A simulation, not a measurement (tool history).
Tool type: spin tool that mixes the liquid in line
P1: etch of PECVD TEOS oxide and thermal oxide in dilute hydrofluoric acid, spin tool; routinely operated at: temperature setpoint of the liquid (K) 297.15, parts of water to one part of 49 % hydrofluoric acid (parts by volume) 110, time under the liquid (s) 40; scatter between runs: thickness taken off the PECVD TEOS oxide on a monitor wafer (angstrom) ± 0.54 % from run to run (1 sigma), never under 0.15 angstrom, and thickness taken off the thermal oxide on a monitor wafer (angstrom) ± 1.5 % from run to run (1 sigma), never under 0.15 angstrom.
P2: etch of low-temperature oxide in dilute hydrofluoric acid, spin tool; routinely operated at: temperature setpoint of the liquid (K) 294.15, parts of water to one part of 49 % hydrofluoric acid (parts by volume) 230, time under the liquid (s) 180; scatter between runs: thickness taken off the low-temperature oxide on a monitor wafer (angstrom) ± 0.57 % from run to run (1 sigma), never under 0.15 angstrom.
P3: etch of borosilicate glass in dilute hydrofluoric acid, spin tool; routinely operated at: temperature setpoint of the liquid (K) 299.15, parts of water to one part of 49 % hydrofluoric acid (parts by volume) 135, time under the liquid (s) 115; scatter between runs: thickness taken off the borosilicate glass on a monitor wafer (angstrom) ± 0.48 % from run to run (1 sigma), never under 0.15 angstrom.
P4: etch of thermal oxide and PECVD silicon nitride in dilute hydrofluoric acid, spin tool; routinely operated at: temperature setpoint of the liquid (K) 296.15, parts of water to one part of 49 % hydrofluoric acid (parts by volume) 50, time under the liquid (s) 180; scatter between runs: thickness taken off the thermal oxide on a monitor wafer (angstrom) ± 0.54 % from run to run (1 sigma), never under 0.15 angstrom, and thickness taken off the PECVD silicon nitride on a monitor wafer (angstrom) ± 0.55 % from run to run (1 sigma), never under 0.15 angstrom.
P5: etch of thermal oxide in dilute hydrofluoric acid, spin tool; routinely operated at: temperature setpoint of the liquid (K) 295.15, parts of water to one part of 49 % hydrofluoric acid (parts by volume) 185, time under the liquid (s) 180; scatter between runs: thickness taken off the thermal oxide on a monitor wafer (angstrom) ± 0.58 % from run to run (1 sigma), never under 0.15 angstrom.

run   hour  process that ran  temperature setpoint of the liquid (K)  parts of water to one part of 49 % hydrofluoric acid (parts by volume)  time under the liquid (s)  hours since the thermometer was replaced  hours since the hydrofluoric acid flow meter was replaced  thickness taken off the PECVD TEOS oxide on a monitor wafer (angstrom)  thickness taken off the thermal oxide on a monitor wafer (angstrom)  thickness taken off the low-temperature oxide on a monitor wafer (angstrom)  thickness taken off the PECVD silicon nitride on a monitor wafer (angstrom)  thickness taken off the borosilicate glass on a monitor wafer (angstrom)
  1   11.3                P1                                  297.15                                                                     110                         40                                    1830.8                                                      701.6                                                                  102.46                                                               16.521
  2   24.8                P2                                  298.65                                                                     230                        180                                    1844.3                                                      715.1                                                                                                                                                                                                                    257.72
  3   35.7                P1                                  297.15                                                                     110                         80                                    1855.2                                                        726                                                                  203.27                                                               34.172
  4   43.4                P1                                  297.15                                                                     110                         40                                    1862.9                                                      733.7                                                                  101.16                                                               16.661
  5   54.1                P1                                  290.15                                                                      35                         40                                    1873.6                                                      744.4                                                                  259.59                                                               42.593
  6   61.7                P1                                  297.15                                                                     110                         15                                    1881.2                                                        752                                                                  38.265                                                               6.1388
  7   78.6                P4                                  296.15                                                                      50                        180                                    1898.1                                                      768.9                                                                                                                                       166.25                                                                                                                                                    117.61
  8     88                P1                                  297.15                                                                     110                         40                                    1907.5                                                      778.3                                                                  101.73                                                               17.358
  9   96.2                P1                                  290.15                                                                     110                         40                                    1915.7                                                      786.5                                                                  76.494                                                               12.416
 10    107                P3                                  292.15                                                                     135                        115                                    1926.5                                                      797.3                                                                                                                                                                                                                                                                                                                                                                           280.61
 11  123.5                P5                                  295.15                                                                     185                        180                                      1943                                                      813.8                                                                                                                                       37.316
 12  139.7                P5                                  299.15                                                                     185                        180                                    1959.2                                                        830                                                                                                                                       43.465
 13  147.8                P3                                  299.15                                                                     135                        115                                    1967.3                                                      838.1                                                                                                                                                                                                                                                                                                                                                                           370.26
 14  157.1                P2                                  294.15                                                                     230                         30                                    1976.6                                                      847.4                                                                                                                                                                                                                    36.304
 15  168.2                P1                                  297.15                                                                     160                         40                                    1987.7                                                      858.5                                                                  65.882                                                               10.758
 16  179.2                P1                                  301.65                                                                     110                         40                                    1998.7                                                      869.5                                                                  121.01                                                               20.249
 17    188                P5                                  295.15                                                                     185                         15                                    2007.5                                                      878.3                                                                                                                                       3.1585
 18  198.8                P2                                  294.15                                                                     230                        180                                    2018.3                                                      889.1                                                                                                                                                                                                                     220.7
 19  215.7                P3                                  299.15                                                                      55                        115                                    2035.2                                                        906                                                                                                                                                                                                                                                                                                                                                                           1001.5
 20  228.9                P3                                  299.15                                                                     135                        115                                    2048.4                                                      919.2                                                                                                                                                                                                                                                                                                                                                                           372.32
 21  238.5                P1                                  297.15                                                                     110                         40                                      2058                                                      928.8                                                                  101.24                                                               16.409
 22  251.5                P5                                  295.15                                                                     185                        180                                      2071                                                      941.8                                                                                                                                       38.153
 23  262.3                P4                                  296.15                                                                      20                        180                                    2081.8                                                      952.6                                                                                                                                       436.07                                                                                                                                                    292.28
 24  270.8                P3                                  299.15                                                                     135                         25                                    2090.3                                                      961.1                                                                                                                                                                                                                                                                                                                                                                           79.478
 25  283.9                P4                                  301.65                                                                      50                        180                                    2103.4                                                      974.2                                                                                                                                       209.88                                                                                                                                                    171.11
 26  296.5                P1                                  297.15                                                                      45                         40                                      2116                                                      986.8                                                                  267.16                                                                42.82
 27  305.1                P1                                  304.65                                                                     110                         15                                    2124.6                                                      995.4                                                                   50.21                                                                8.149
 28  319.7                P1                                  297.15                                                                     110                         40                                    2139.2                                                       1010                                                                  100.72                                                               16.602
 29  334.5                P1                                  297.15                                                                     150                         15                                      2154                                                     1024.8                                                                  26.543                                                               4.1252
 30  344.4                P2                                  294.15                                                                      60                        180                                    2163.9                                                     1034.7                                                                                                                                                                                                                      1008
 31  361.2                P5                                  295.15                                                                      35                        180                                    2180.7                                                     1051.5                                                                                                                                       241.19
 32  372.8                P4                                  296.15                                                                      50                         60                                    2192.3                                                     1063.1                                                                                                                                       55.134                                                                                                                                                    40.086

Forecast run 33:
 33  386.2                P1                                  297.15                                                                     110                         40                                    2205.7                                                     1076.5                                                                       ?                                                                    ?

{"run 33": {"thickness taken off the PECVD TEOS oxide on a monitor wafer (angstrom)": 101.12, "thickness taken off the thermal oxide on a monitor wafer (angstrom)": 17.076}}
